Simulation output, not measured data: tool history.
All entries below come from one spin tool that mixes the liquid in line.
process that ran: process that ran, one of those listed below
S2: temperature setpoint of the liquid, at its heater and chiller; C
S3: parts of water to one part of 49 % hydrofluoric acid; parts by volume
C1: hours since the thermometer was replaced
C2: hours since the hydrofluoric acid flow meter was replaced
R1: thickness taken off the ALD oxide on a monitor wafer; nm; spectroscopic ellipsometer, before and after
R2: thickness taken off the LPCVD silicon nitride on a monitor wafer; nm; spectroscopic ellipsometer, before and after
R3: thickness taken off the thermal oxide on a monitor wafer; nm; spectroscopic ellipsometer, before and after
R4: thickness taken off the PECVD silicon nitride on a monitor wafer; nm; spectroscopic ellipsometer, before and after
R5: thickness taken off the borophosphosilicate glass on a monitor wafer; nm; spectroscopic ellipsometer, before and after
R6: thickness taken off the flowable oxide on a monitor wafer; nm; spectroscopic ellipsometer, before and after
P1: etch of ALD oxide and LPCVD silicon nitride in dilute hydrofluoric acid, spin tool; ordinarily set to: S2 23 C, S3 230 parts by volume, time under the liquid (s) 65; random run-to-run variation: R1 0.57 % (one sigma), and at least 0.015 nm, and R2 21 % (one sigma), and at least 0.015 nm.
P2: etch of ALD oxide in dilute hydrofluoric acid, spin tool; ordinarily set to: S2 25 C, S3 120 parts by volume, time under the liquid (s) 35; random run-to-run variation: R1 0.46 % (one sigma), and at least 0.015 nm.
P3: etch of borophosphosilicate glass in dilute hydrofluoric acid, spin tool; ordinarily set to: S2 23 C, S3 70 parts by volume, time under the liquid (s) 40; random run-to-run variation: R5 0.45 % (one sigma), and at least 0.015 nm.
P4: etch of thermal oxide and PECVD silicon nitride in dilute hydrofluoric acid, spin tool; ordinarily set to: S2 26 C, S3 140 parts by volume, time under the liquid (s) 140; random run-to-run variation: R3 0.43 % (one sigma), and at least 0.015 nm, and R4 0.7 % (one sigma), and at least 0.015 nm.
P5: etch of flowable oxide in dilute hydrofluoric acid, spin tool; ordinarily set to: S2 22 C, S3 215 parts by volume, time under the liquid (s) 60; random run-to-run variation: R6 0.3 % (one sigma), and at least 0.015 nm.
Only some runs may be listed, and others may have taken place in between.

run 1 hour=6.6 | process_that_ran=P1 S2=23 S3=230 time_under_the_liquid_(s)=65 | C1=564.1 C2=333 | R1=4.4666 R2=0.12148
run 2 hour=13.5 | process_that_ran=P4 S2=26 S3=140 time_under_the_liquid_(s)=140 | C1=571 C2=339.9 | R3=4.9135 R4=3.2331
run 3 hour=27.1 | process_that_ran=P3 S2=23 S3=120 time_under_the_liquid_(s)=40 | C1=584.6 C2=353.5 | R5=14.429
run 4 hour=36.9 | process_that_ran=P4 S2=20.5 S3=140 time_under_the_liquid_(s)=140 | C1=594.4 C2=363.3 | R3=4.0214 R4=2.2676
run 5 hour=50.6 | process_that_ran=P1 S2=31.5 S3=230 time_under_the_liquid_(s)=65 | C1=608.1 C2=377 | R1=6.0238 R2=0.20935
run 6 hour=62.8 | process_that_ran=P1 S2=23 S3=100 time_under_the_liquid_(s)=65 | C1=620.3 C2=389.2 | R1=11.99 R2=0.20889
run 7 hour=68.9 | process_that_ran=P2 S2=25 S3=185 time_under_the_liquid_(s)=35 | C1=626.4 C2=395.3 | R1=5.6582
run 8 hour=76.3 | process_that_ran=P1 S2=23 S3=230 time_under_the_liquid_(s)=25 | C1=633.8 C2=402.7 | R1=1.763 R2=0.1006
run 9 hour=89 | process_that_ran=P2 S2=21 S3=120 time_under_the_liquid_(s)=35 | C1=646.5 C2=415.4 | R1=7.9574
run 10 hour=96.2 | process_that_ran=P3 S2=23 S3=70 time_under_the_liquid_(s)=40 | C1=653.7 C2=422.6 | R5=26.173
run 11 hour=109.4 | process_that_ran=P1 S2=19 S3=230 time_under_the_liquid_(s)=65 | C1=666.9 C2=435.8 | R1=3.8782 R2=0.065401
run 12 hour=121.4 | process_that_ran=P4 S2=26 S3=140 time_under_the_liquid_(s)=235 | C1=678.9 C2=447.8 | R3=8.3743 R4=5.4264
run 13 hour=130.5 | process_that_ran=P3 S2=23 S3=70 time_under_the_liquid_(s)=40 | C1=688 C2=456.9 | R5=26.271
run 14 hour=136.9 | process_that_ran=P4 S2=26 S3=25 time_under_the_liquid_(s)=140 | C1=694.4 C2=463.3 | R3=32.58 R4=17.557
run 15 hour=147.1 | process_that_ran=P3 S2=23 S3=70 time_under_the_liquid_(s)=15 | C1=704.6 C2=473.5 | R5=9.7984
run 16 hour=154.6 | process_that_ran=P1 S2=23 S3=230 time_under_the_liquid_(s)=125 | C1=712.1 C2=481 | R1=8.6874 R2=0.33061
run 17 hour=162.3 | process_that_ran=P5 S2=22 S3=305 time_under_the_liquid_(s)=60 | C1=719.8 C2=488.7 | R6=6.2458
run 18 hour=173.6 | process_that_ran=P5 S2=22 S3=215 time_under_the_liquid_(s)=115 | C1=731.1 C2=500 | R6=18.447
run 19 hour=186.9 | process_that_ran=P1 S2=23 S3=410 time_under_the_liquid_(s)=65 | C1=744.4 C2=513.3 | R1=2.146 R2=0.049669
run 20 hour=198.2 | process_that_ran=P5 S2=17 S3=215 time_under_the_liquid_(s)=60 | C1=755.7 C2=524.6 | R6=7.8787
run 21 hour=207.5 | process_that_ran=P2 S2=25 S3=120 time_under_the_liquid_(s)=35 | C1=765 C2=533.9 | R1=9.3719
run 22 hour=215.3 | process_that_ran=P3 S2=29 S3=70 time_under_the_liquid_(s)=40 | C1=772.8 C2=541.7 | R5=33.145
run 23 hour=226.5 | process_that_ran=P2 S2=25 S3=120 time_under_the_liquid_(s)=15 | C1=784 C2=552.9 | R1=4.0622
-- hour=232.6 hydrofluoric acid flow meter replaced
run 24 hour=233.5 | process_that_ran=P1 S2=23 S3=230 time_under_the_liquid_(s)=65 | C1=791 C2=1 | R1=4.507 R2=0.11476
run 25 hour=247 | process_that_ran=P1 S2=18.5 S3=230 time_under_the_liquid_(s)=115 | C1=804.5 C2=14.5 | R1=6.6737 R2=0.17415
run 26 hour=260 | process_that_ran=P5 S2=22 S3=215 time_under_the_liquid_(s)=60 | C1=817.5 C2=27.5 | R6=9.5866
run 27 hour=267.9 | process_that_ran=P1 S2=17 S3=325 time_under_the_liquid_(s)=65 | C1=825.4 C2=35.4 | R1=2.292 R2=0.033132
run 28 hour=276.7 | process_that_ran=P1 S2=23 S3=230 time_under_the_liquid_(s)=65 | C1=834.2 C2=44.2 | R1=4.4664 R2=0.13976
run 29 hour=287.4 | process_that_ran=P2 S2=25 S3=120 time_under_the_liquid_(s)=35 | C1=844.9 C2=54.9 | R1=9.451
run 30 hour=295.9 | process_that_ran=P5 S2=22 S3=215 time_under_the_liquid_(s)=60 | C1=853.4 C2=63.4 | R6=9.59
run 31 hour=307 | process_that_ran=P1 S2=23 S3=230 time_under_the_liquid_(s)=65 | C1=864.5 C2=74.5 | R1=4.5519 R2=0.10793
run 32 hour=313.3 | process_that_ran=P1 S2=18 S3=400 time_under_the_liquid_(s)=65 | C1=870.8 C2=80.8 | R1=1.8511 R2=0.076096
run 33 hour=319.9 | process_that_ran=P1 S2=23 S3=230 time_under_the_liquid_(s)=65 | C1=877.4 C2=87.4 | R1=4.5158 R2=0.0974
run 34 hour=331.5 | process_that_ran=P1 S2=23 S3=230 time_under_the_liquid_(s)=65 | C1=889 C2=99 | R1=4.5923 R2=0.12495
run 35 hour=338.8 | process_that_ran=P1 S2=23 S3=230 time_under_the_liquid_(s)=65 | C1=896.3 C2=106.3 | R1=4.6524 R2=0.18385
run 36 hour=351.1 | process_that_ran=P1 S2=23 S3=230 time_under_the_liquid_(s)=65 | C1=908.6 C2=118.6 | R1=4.728 R2=0.1226
run 37 hour=362.5 | process_that_ran=P1 S2=23 S3=230 time_under_the_liquid_(s)=65 | C1=920 C2=130 | R1=4.753 R2=0.12347
run 38 hour=370.4 | process_that_ran=P1 S2=23 S3=230 time_under_the_liquid_(s)=65 | C1=927.9 C2=137.9 | R1=4.8093 R2=0.14569
run 39 hour=383.1 | process_that_ran=P1 S2=23 S3=230 time_under_the_liquid_(s)=65 | C1=940.6 C2=150.6 | R1=4.7737 R2=0.18326
run 40 hour=391.3 | process_that_ran=P1 S2=23 S3=230 time_under_the_liquid_(s)=65 | C1=948.8 C2=158.8 | R1=4.8067 R2=0.12629
run 41 hour=404.5 | process_that_ran=P1 S2=23 S3=230 time_under_the_liquid_(s)=65 | C1=962 C2=172 | R1=4.8028 R2=0.10874
run 42 hour=416.2 | process_that_ran=P1 S2=23 S3=230 time_under_the_liquid_(s)=65 | C1=973.7 C2=183.7 | R1=4.7938 R2=0.14861
run 43 hour=425.7 | process_that_ran=P1 S2=23 S3=230 time_under_the_liquid_(s)=65 | C1=983.2 C2=193.2 | R1=4.814 R2=0.1082
run 44 hour=434.9 | process_that_ran=P1 S2=23 S3=230 time_under_the_liquid_(s)=65 | C1=992.4 C2=202.4 | R1=4.8371 R2=0.054809

Compared with where it was, what P1 gives has crept away. Each cause listed below fits the log as well as the rest, at the size given for it:
A: hydrofluoric acid flow above the setpoint (%) = 5.34
B: liquid hotter than its thermometer reads (K) = 1.77
Onset of the creep was near hour 319.9.

Below are 4 check runs, each on a single wafer, with their results shown as question marks. Which of them would tell the listed causes apart, meaning the causes would give clearly different results under it?
run check 1 hour=444.1 | process_that_ran=P2 S2=25 S3=170 time_under_the_liquid_(s)=35 | R1=?
run check 2 hour=444.1 | process_that_ran=P5 S2=22 S3=305 time_under_the_liquid_(s)=95 | R6=?
run check 3 hour=444.1 | process_that_ran=P4 S2=26 S3=95 time_under_the_liquid_(s)=220 | R3=? R4=?
run check 4 hour=444.1 | process_that_ran=P3 S2=26 S3=110 time_under_the_liquid_(s)=40 | R5=?

How each check would come out, cause by cause:
check=check_1 result=R1 if_A=6.6656 if_B=6.689
check=check_2 result=R6 if_A=10.508 if_B=10.462
check=check_3 result=R3 if_A=12.899 if_B=13.032
check=check_3 result=R4 if_A=7.8371 if_B=8.3429
check=check_4 result=R5 if_A=18.923 if_B=19.086
How far apart the two closest causes lie, in the result that separates them most: check 1 0.35 %; check 2 0.43 %; check 3 6.25 %; check 4 0.86 %
The other checks would show nearly matching results whichever cause is true, so check 3 is the only one that separates the causes.

With check 3 done, the readings were: R3 12.916 nm; R4 7.7601 nm. Identify which of the listed causes applies.

It was cause A: hydrofluoric acid flow above the setpoint (%).

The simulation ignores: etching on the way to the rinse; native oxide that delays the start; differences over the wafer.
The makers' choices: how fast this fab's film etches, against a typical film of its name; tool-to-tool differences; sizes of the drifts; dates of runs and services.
